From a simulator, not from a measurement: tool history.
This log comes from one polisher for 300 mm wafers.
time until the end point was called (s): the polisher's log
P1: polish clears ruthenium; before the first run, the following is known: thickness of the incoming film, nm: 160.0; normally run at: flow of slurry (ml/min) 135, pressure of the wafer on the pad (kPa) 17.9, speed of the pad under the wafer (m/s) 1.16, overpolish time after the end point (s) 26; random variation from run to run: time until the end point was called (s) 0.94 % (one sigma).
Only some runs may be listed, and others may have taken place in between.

| run | hour | flow of slurry (ml/min) | pressure of the wafer on the pad (kPa) | speed of the pad under the wafer (m/s) | overpolish time after the end point (s) | wafers polished on this pad | hours since the slurry nozzle was cleaned | hours since the head pressure was calibrated | time until the end point was called (s) |
|---|---|---|---|---|---|---|---|---|---|
| 1 | 6.8 | 135 | 17.9 | 1.16 | 26 | 430 | 81.7 | 306.6 | 80.427 |
| 2 | 12.2 | 135 | 17.9 | 1.16 | 26 | 462 | 87.1 | 312.0 | 79.488 |
| 3 | 19.7 | 135 | 26.9 | 1.16 | 8 | 505 | 94.6 | 319.5 | 53.469 |
| 4 | 24.5 | 135 | 11.7 | 1.16 | 26 | 532 | 99.4 | 324.3 | 121.610 |
| 5 | 30.1 | 135 | 17.9 | 1.76 | 26 | 565 | 105.0 | 329.9 | 53.186 |
| 6 | 37.2 | 135 | 17.9 | 1.16 | 38 | 606 | 112.1 | 337.0 | 80.619 |
| 7 | 43.0 | 135 | 24.8 | 1.16 | 45 | 639 | 117.9 | 342.8 | 58.095 |
| 8 | 50.2 | 135 | 17.9 | 0.76 | 26 | 681 | 125.1 | 350.0 | 123.040 |
| 9 | 54.7 | 80 | 17.9 | 1.16 | 26 | 707 | 129.6 | 354.5 | 91.616 |
| 10 | 59.1 | 190 | 17.9 | 1.16 | 26 | 732 | 134.0 | 358.9 | 75.674 |
|  | 63.6 | slurry nozzle cleaned |
| 11 | 65.8 | 135 | 17.9 | 1.16 | 26 | 771 | 2.3 | 365.6 | 81.149 |
| 12 | 70.0 | 135 | 17.9 | 1.16 | 12 | 795 | 6.5 | 369.8 | 81.840 |
| 13 | 74.8 | 135 | 26.2 | 1.16 | 26 | 823 | 11.3 | 374.6 | 54.753 |
| 14 | 80.7 | 135 | 17.9 | 1.16 | 26 | 857 | 17.2 | 380.5 | 80.535 |
| 15 | 84.7 | 135 | 17.9 | 1.16 | 26 | 880 | 21.2 | 384.5 | 79.896 |
| 16 | 89.1 | 135 | 17.9 | 1.16 | 26 | 905 | 25.6 | 388.9 | 79.375 |
| 17 | 95.0 | 135 | 17.9 | 1.16 | 26 | 939 | 31.5 | 394.8 | 81.605 |
| 18 | 101.5 | 135 | 17.9 | 1.16 | 26 | 976 | 38.0 | 401.3 | 83.105 |
| 19 | 105.8 | 135 | 17.9 | 1.16 | 26 | 1001 | 42.3 | 405.6 | 85.310 |
| 20 | 112.4 | 135 | 17.9 | 1.16 | 26 | 1039 | 48.9 | 412.2 | 85.120 |
| 21 | 119.7 | 135 | 17.9 | 1.16 | 26 | 1081 | 56.2 | 419.5 | 85.721 |
|  | 120.3 | head pressure recalibrated |
| 22 | 125.5 | 135 | 17.9 | 1.16 | 26 | 1115 | 62.0 | 5.3 | 86.648 |
| 23 | 130.1 | 135 | 17.9 | 1.16 | 26 | 1141 | 66.6 | 9.9 | 89.123 |
| 24 | 135.3 | 135 | 17.9 | 1.16 | 26 | 1171 | 71.8 | 15.1 | 88.321 |
| 25 | 142.5 | 135 | 17.9 | 1.16 | 26 | 1213 | 79.0 | 22.3 | 88.333 |
| 26 | 147.1 | 135 | 17.9 | 1.16 | 26 | 1239 | 83.6 | 26.9 | 89.616 |
| 27 | 152.6 | 135 | 17.9 | 1.16 | 26 | 1271 | 89.1 | 32.4 | 89.347 |

P1 has crept away from where it was. The log is fitted equally well by each of these 2 causes, at the sizes shown:
A: removal rate lost through wear of the pad, % = 9.07
B: slurry flow missing at the pad, % = 33.8
The gradual shift began around hour 89.1.
What rules out each remaining cause:
head's pressure below its setpoint, %: serviced at hour 120.3, after the drift had started, without restoring the earlier output

Each of the check runs listed below is run on 5 wafers and reports their average, with the results left as question marks. Pick the one under which the possible causes would lead to clearly different results.
| check 1 | 158.1 | 135 | 17.9 | 1.50 | 26 |  |  |  | ? |
| check 2 | 158.1 | 95 | 17.9 | 1.16 | 26 |  |  |  | ? |
| check 3 | 158.1 | 135 | 17.9 | 1.16 | 17 |  |  |  | ? |
| check 4 | 158.1 | 135 | 17.9 | 1.16 | 16 |  |  |  | ? |

What each check would give under each cause:
| check | result | if A | if B |
|---|---|---|---|
| check 1 | time until the end point was called (s) | 68.236 | 68.246 |
| check 2 | time until the end point was called (s) | 95.474 | 98.796 |
| check 3 | time until the end point was called (s) | 88.236 | 88.250 |
| check 4 | time until the end point was called (s) | 88.236 | 88.250 |
Gap, in per cent, between the two causes that each check separates least, read from the result that separates them most: check 1 0.02 %; check 2 3.42 %; check 3 0.02 %; check 4 0.02 %
The other checks would show nearly matching results whichever cause is true, so check 2 is the only one that separates the causes.

After running check 2, the following was obtained: time until the end point was called (s) 98.153. Which cause does this point to?

The correct cause is B, namely: slurry flow missing at the pad, %.

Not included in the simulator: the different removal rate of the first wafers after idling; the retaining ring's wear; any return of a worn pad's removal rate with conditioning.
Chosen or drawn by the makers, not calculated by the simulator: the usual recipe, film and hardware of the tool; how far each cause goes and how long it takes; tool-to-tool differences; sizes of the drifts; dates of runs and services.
